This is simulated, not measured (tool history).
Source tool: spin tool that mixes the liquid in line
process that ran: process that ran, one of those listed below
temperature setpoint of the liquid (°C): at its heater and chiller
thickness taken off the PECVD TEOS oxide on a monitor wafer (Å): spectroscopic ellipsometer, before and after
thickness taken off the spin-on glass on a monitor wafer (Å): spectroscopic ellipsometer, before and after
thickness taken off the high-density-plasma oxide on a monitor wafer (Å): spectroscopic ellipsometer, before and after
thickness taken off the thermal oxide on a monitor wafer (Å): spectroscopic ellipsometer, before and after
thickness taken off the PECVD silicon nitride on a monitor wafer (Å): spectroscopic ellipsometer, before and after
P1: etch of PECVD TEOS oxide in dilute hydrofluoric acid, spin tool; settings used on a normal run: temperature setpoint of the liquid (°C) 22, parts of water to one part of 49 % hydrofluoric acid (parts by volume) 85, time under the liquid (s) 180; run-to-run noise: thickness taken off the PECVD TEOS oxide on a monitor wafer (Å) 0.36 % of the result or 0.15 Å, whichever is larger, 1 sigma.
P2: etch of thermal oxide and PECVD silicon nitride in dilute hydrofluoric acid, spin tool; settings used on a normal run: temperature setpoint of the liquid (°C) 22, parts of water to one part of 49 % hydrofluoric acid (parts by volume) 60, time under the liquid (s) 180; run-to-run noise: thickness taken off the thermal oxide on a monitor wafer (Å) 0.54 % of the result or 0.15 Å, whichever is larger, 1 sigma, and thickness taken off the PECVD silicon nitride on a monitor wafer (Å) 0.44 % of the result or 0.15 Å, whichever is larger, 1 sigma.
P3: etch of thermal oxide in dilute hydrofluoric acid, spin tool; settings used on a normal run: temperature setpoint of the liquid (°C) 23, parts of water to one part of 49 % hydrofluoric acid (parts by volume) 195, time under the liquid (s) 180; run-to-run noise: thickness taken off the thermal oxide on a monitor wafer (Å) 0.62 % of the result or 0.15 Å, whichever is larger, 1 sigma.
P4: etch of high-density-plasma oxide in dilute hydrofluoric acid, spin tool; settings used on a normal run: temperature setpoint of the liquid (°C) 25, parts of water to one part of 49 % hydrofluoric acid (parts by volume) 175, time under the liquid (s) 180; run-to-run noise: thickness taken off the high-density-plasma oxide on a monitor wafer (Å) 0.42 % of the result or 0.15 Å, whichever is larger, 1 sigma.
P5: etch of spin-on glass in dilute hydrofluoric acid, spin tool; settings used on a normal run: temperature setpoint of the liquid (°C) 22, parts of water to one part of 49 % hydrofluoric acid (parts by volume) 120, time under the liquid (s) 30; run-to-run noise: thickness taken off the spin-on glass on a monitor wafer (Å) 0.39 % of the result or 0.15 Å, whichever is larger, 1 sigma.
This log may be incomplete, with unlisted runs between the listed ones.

| run | day | process that ran | temperature setpoint of the liquid (°C) | parts of water to one part of 49 % hydrofluoric acid (parts by volume) | time under the liquid (s) | thickness taken off the PECVD TEOS oxide on a monitor wafer (Å) | thickness taken off the spin-on glass on a monitor wafer (Å) | thickness taken off the high-density-plasma oxide on a monitor wafer (Å) | thickness taken off the thermal oxide on a monitor wafer (Å) | thickness taken off the PECVD silicon nitride on a monitor wafer (Å) |
|---|---|---|---|---|---|---|---|---|---|---|
| 1 | 0.233 | P1 | 22 | 85 | 180 | 168.52 |  |  |  |  |
| 2 | 0.662 | P5 | 28.5 | 120 | 30 |  | 108.6 |  |  |  |
| 3 | 1.058 | P4 | 25 | 175 | 180 |  |  | 53.01 |  |  |
| 4 | 1.296 | P3 | 23 | 195 | 365 |  |  |  | 75.445 |  |
| 5 | 1.746 | P2 | 22 | 60 | 50 |  |  |  | 39.122 | 22.864 |
| 6 | 1.992 | P1 | 17 | 85 | 15 | 11.225 |  |  |  |  |
| 7 | 2.254 | P1 | 22 | 85 | 295 | 274.09 |  |  |  |  |
| 8 | 2.688 | P1 | 30.5 | 85 | 180 | 233.91 |  |  |  |  |
| 9 | 2.967 | P1 | 22 | 85 | 180 | 169.36 |  |  |  |  |
| 10 | 3.208 | P2 | 17 | 60 | 180 |  |  |  | 112.94 | 58.48 |
| 11 | 3.538 | P3 | 18 | 195 | 180 |  |  |  | 30.929 |  |
| 12 | 4.017 | P1 | 27 | 85 | 295 | 335.99 |  |  |  |  |
| 13 | 4.371 | P2 | 22 | 60 | 180 |  |  |  | 139.59 | 83.628 |
| 14 | 4.75 | P2 | 22 | 30 | 180 |  |  |  | 289.47 | 163.23 |
| 15 | 5.158 | P1 | 22 | 130 | 180 | 104.13 |  |  |  |  |
| 16 | 5.546 | P1 | 22 | 85 | 15 | 13.902 |  |  |  |  |
| 17 | 5.95 | P1 | 22 | 85 | 180 | 168.32 |  |  |  |  |
| 18 | 6.421 | P1 | 22 | 50 | 180 | 298.65 |  |  |  |  |
| 19 | 6.696 | P5 | 22 | 180 | 30 |  | 53.029 |  |  |  |
| 20 | 6.971 | P4 | 25 | 240 | 180 |  |  | 36.132 |  |  |
| 21 | 7.392 | P4 | 25 | 175 | 310 |  |  | 91.345 |  |  |
| 22 | 7.871 | P4 | 30.5 | 175 | 180 |  |  | 64.849 |  |  |
| 23 | 8.342 | P1 | 17 | 85 | 180 | 136.79 |  |  |  |  |
| 24 | 8.762 | P1 | 22 | 85 | 180 | 167.48 |  |  |  |  |
| 25 | 9.2 | P1 | 22 | 85 | 180 | 167.77 |  |  |  |  |
| 26 | 9.696 | P5 | 22 | 120 | 30 |  | 84.833 |  |  |  |
| 27 | 9.983 | P5 | 22 | 120 | 15 |  | 42.34 |  |  |  |
| 28 | 10.292 | P1 | 22 | 85 | 180 | 167.56 |  |  |  |  |
| 29 | 10.583 | P3 | 23 | 65 | 180 |  |  |  | 131.18 |  |
| 30 | 10.917 | P3 | 23 | 195 | 180 |  |  |  | 37.465 |  |
| 31 | 11.367 | P1 | 22 | 85 | 180 | 168.5 |  |  |  |  |
| 32 | 11.621 | P1 | 22 | 85 | 180 | 164.8 |  |  |  |  |
| 33 | 11.95 | P1 | 22 | 85 | 180 | 162.13 |  |  |  |  |
| 34 | 12.212 | P1 | 22 | 85 | 180 | 160.99 |  |  |  |  |
| 35 | 12.633 | P1 | 22 | 85 | 180 | 159.46 |  |  |  |  |
| 36 | 13.117 | P1 | 22 | 85 | 180 | 158.04 |  |  |  |  |
| 37 | 13.471 | P1 | 22 | 85 | 180 | 157.87 |  |  |  |  |

For run 38, what comes out?
| 38 | 13.779 | P1 | 22 | 85 | 180 | ? |  |  |  |  |

{"run 38": {"thickness taken off the PECVD TEOS oxide on a monitor wafer (Å)": 158.43}}
